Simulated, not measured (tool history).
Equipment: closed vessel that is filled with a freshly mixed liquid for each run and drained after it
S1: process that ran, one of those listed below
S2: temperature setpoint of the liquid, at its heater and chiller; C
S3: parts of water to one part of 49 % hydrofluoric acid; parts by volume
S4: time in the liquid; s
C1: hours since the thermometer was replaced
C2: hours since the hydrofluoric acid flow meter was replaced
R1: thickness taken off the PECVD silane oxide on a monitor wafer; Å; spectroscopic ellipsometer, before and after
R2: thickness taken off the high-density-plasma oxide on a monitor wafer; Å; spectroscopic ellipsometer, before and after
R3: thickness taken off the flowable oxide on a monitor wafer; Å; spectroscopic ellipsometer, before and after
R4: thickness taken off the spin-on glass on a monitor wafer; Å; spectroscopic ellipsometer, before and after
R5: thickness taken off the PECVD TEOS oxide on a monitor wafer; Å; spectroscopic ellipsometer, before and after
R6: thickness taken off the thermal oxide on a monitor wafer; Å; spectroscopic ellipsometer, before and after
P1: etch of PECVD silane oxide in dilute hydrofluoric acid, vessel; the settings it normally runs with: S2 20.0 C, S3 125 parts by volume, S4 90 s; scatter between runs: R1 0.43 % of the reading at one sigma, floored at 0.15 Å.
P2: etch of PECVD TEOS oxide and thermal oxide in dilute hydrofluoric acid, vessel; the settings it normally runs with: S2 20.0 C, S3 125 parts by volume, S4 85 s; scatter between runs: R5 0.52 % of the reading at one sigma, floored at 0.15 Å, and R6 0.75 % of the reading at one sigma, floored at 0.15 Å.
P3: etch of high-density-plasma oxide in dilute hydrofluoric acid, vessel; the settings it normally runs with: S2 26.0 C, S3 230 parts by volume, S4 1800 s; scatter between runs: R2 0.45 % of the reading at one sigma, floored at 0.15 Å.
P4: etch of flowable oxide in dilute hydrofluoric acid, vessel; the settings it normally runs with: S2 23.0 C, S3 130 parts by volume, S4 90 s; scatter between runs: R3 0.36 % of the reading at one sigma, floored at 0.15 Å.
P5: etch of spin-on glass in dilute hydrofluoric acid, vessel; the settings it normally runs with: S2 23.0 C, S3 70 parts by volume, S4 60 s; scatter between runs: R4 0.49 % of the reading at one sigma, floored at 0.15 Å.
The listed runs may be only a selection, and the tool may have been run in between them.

Run 1, hour 14.8: S1 P1, S2 20.0 C, S3 125 parts by volume, S4 90 s; C1 708.2; C2 1170.8. Result: R1 177.610 Å.
Run 2, hour 24.8: S1 P1, S2 20.0 C, S3 55 parts by volume, S4 90 s; C1 718.2; C2 1180.8. Result: R1 437.390 Å.
Run 3, hour 40.1: S1 P3, S2 26.0 C, S3 230 parts by volume, S4 400 s; C1 733.5; C2 1196.1. Result: R2 96.025 Å.
Run 4, hour 56.5: S1 P3, S2 26.0 C, S3 335 parts by volume, S4 1800 s; C1 749.9; C2 1212.5. Result: R2 265.630 Å.
Run 5, hour 65.7: S1 P1, S2 28.0 C, S3 125 parts by volume, S4 90 s; C1 759.1; C2 1221.7. Result: R1 242.090 Å.
Run 6, hour 74.2: S1 P4, S2 28.5 C, S3 130 parts by volume, S4 90 s; C1 767.6; C2 1230.2. Result: R3 363.34 Å.
Run 7, hour 89.7: S1 P1, S2 20.0 C, S3 125 parts by volume, S4 175 s; C1 783.1; C2 1245.7. Result: R1 344.000 Å.
Run 8, hour 102.9: S1 P1, S2 20.0 C, S3 125 parts by volume, S4 90 s; C1 796.3; C2 1258.9. Result: R1 177.760 Å.
Run 9, hour 112.4: S1 P3, S2 26.0 C, S3 230 parts by volume, S4 1800 s; C1 805.8; C2 1268.4. Result: R2 431.980 Å.
Run 10, hour 125.4: S1 P1, S2 24.5 C, S3 165 parts by volume, S4 90 s; C1 818.8; C2 1281.4. Result: R1 153.100 Å.
Run 11, hour 140.8: S1 P5, S2 31.0 C, S3 70 parts by volume, S4 60 s; C1 834.2; C2 1296.8. Result: R4 503.13 Å.
At hour 152.8: hydrofluoric acid flow meter replaced.
Run 12, hour 156.5: S1 P4, S2 23.0 C, S3 130 parts by volume, S4 90 s; C1 849.9; C2 3.7. Result: R3 294.28 Å.
Run 13, hour 172.4: S1 P5, S2 23.0 C, S3 70 parts by volume, S4 95 s; C1 865.8; C2 19.6. Result: R4 584.45 Å.
Run 14, hour 186.7: S1 P1, S2 20.0 C, S3 125 parts by volume, S4 90 s; C1 880.1; C2 33.9. Result: R1 177.940 Å.
Run 15, hour 201.8: S1 P2, S2 28.0 C, S3 125 parts by volume, S4 85 s; C1 895.2; C2 49.0. Result: R5 154.380 Å, R6 37.953 Å.
Run 16, hour 214.2: S1 P1, S2 20.0 C, S3 125 parts by volume, S4 30 s; C1 907.6; C2 61.4. Result: R1 58.869 Å.
Run 17, hour 226.8: S1 P1, S2 17.0 C, S3 125 parts by volume, S4 90 s; C1 920.2; C2 74.0. Result: R1 155.680 Å.
Run 18, hour 238.0: S1 P4, S2 23.0 C, S3 130 parts by volume, S4 90 s; C1 931.4; C2 85.2. Result: R3 295.26 Å.
Run 19, hour 246.6: S1 P1, S2 20.0 C, S3 125 parts by volume, S4 90 s; C1 940.0; C2 93.8. Result: R1 177.450 Å.
Run 20, hour 256.0: S1 P1, S2 20.0 C, S3 125 parts by volume, S4 90 s; C1 949.4; C2 103.2. Result: R1 176.300 Å.
Run 21, hour 265.4: S1 P2, S2 20.0 C, S3 125 parts by volume, S4 85 s; C1 958.8; C2 112.6. Result: R5 113.470 Å, R6 28.101 Å.
Run 22, hour 277.5: S1 P5, S2 23.0 C, S3 70 parts by volume, S4 60 s; C1 970.9; C2 124.7. Result: R4 368.34 Å.
Run 23, hour 292.6: S1 P1, S2 20.0 C, S3 125 parts by volume, S4 90 s; C1 986.0; C2 139.8. Result: R1 178.630 Å.
Run 24, hour 304.3: S1 P5, S2 23.0 C, S3 70 parts by volume, S4 60 s; C1 997.7; C2 151.5. Result: R4 368.71 Å.
Run 25, hour 312.5: S1 P1, S2 20.0 C, S3 175 parts by volume, S4 90 s; C1 1005.9; C2 159.7. Result: R1 119.640 Å.
Run 26, hour 321.1: S1 P5, S2 23.0 C, S3 35 parts by volume, S4 60 s; C1 1014.5; C2 168.3. Result: R4 776.21 Å.
Run 27, hour 335.0: S1 P4, S2 23.0 C, S3 130 parts by volume, S4 135 s; C1 1028.4; C2 182.2. Result: R3 440.22 Å.
Run 28, hour 349.7: S1 P2, S2 20.0 C, S3 125 parts by volume, S4 125 s; C1 1043.1; C2 196.9. Result: R5 166.370 Å, R6 40.205 Å.
Run 29, hour 363.6: S1 P4, S2 23.0 C, S3 45 parts by volume, S4 90 s; C1 1057.0; C2 210.8. Result: R3 948.76 Å.
At hour 371.9: thermometer replaced.
Run 30, hour 374.5: S1 P3, S2 26.0 C, S3 230 parts by volume, S4 1800 s; C1 2.7; C2 221.7. Result: R2 432.810 Å.
Run 31, hour 385.7: S1 P2, S2 20.0 C, S3 220 parts by volume, S4 85 s; C1 13.9; C2 232.9. Result: R5 58.193 Å, R6 14.115 Å.
Run 32, hour 398.8: S1 P2, S2 20.0 C, S3 125 parts by volume, S4 85 s; C1 27.0; C2 246.0. Result: R5 113.500 Å, R6 27.823 Å.
Run 33, hour 407.8: S1 P3, S2 33.0 C, S3 230 parts by volume, S4 1800 s; C1 36.0; C2 255.0. Result: R2 548.220 Å.
Run 34, hour 416.9: S1 P1, S2 20.0 C, S3 125 parts by volume, S4 90 s; C1 45.1; C2 264.1. Result: R1 177.210 Å.
Run 35, hour 427.8: S1 P1, S2 20.0 C, S3 125 parts by volume, S4 90 s; C1 56.0; C2 275.0. Result: R1 176.790 Å.
Run 36, hour 443.2: S1 P1, S2 20.0 C, S3 125 parts by volume, S4 90 s; C1 71.4; C2 290.4. Result: R1 169.730 Å.
Run 37, hour 453.4: S1 P1, S2 20.0 C, S3 125 parts by volume, S4 90 s; C1 81.6; C2 300.6. Result: R1 168.170 Å.
Run 38, hour 468.7: S1 P1, S2 20.0 C, S3 125 parts by volume, S4 90 s; C1 96.9; C2 315.9. Result: R1 163.580 Å.
Run 39, hour 483.4: S1 P1, S2 20.0 C, S3 125 parts by volume, S4 90 s; C1 111.6; C2 330.6. Result: R1 163.560 Å.
Run 40, hour 499.5: S1 P1, S2 20.0 C, S3 125 parts by volume, S4 90 s; C1 127.7; C2 346.7. Result: R1 162.340 Å.
Run 41, hour 507.9: S1 P1, S2 20.0 C, S3 125 parts by volume, S4 90 s; C1 136.1; C2 355.1. Result: R1 161.770 Å.
Run 42, hour 518.9: S1 P1, S2 20.0 C, S3 125 parts by volume, S4 90 s; C1 147.1; C2 366.1. Result: R1 161.560 Å.
Run 43, hour 528.8: S1 P1, S2 20.0 C, S3 125 parts by volume, S4 90 s; C1 157.0; C2 376.0. Result: R1 162.050 Å.
Run 44, hour 541.2: S1 P1, S2 20.0 C, S3 125 parts by volume, S4 90 s; C1 169.4; C2 388.4. Result: R1 160.590 Å.
Run 45, hour 551.4: S1 P1, S2 20.0 C, S3 125 parts by volume, S4 90 s; C1 179.6; C2 398.6. Result: R1 160.680 Å.

Compared with where it was, what P1 gives has crept away. Each cause listed below fits the log as well as the rest, at the size given for it:
A: liquid colder than its thermometer reads (K) = 2.35
B: hydrofluoric acid flow below the setpoint (%) = 8.07
Onset of the creep was near hour 427.8.

Question marks stand in for the results of the 4 check runs listed below, each run on one wafer. Under which run would the listed causes show clearly different results?
Run check 1, hour 561.6: S1 P3, S2 33.0 C, S3 310 parts by volume, S4 1800 s. Result: R2 ?.
Run check 2, hour 561.6: S1 P2, S2 20.0 C, S3 210 parts by volume, S4 85 s. Result: R5 ?, R6 ?.
Run check 3, hour 561.6: S1 P5, S2 27.5 C, S3 70 parts by volume, S4 90 s. Result: R4 ?.
Run check 4, hour 561.6: S1 P4, S2 26.0 C, S3 130 parts by volume, S4 90 s. Result: R3 ?.

Predicted outcomes, by check and by cause:
  check  result     if A     if B
check 1      R2  345.520  331.450
check 2      R5   56.285   55.699
check 2      R6   13.846   13.702
check 3      R4   605.19   605.63
check 4      R3   301.93   299.62
Separation of the two closest causes in each check, using whichever result separates them best: check 1 4.16 %; check 2 1.05 %; check 3 0.07 %; check 4 0.77 %
The other checks would show nearly matching results whichever cause is true, so check 1 is the only one that separates the causes.

Check 1 has now been run. It gave: R2 345.660 Å. Which of the candidate causes is it?

Of the candidate causes, it is A: liquid colder than its thermometer reads (K).
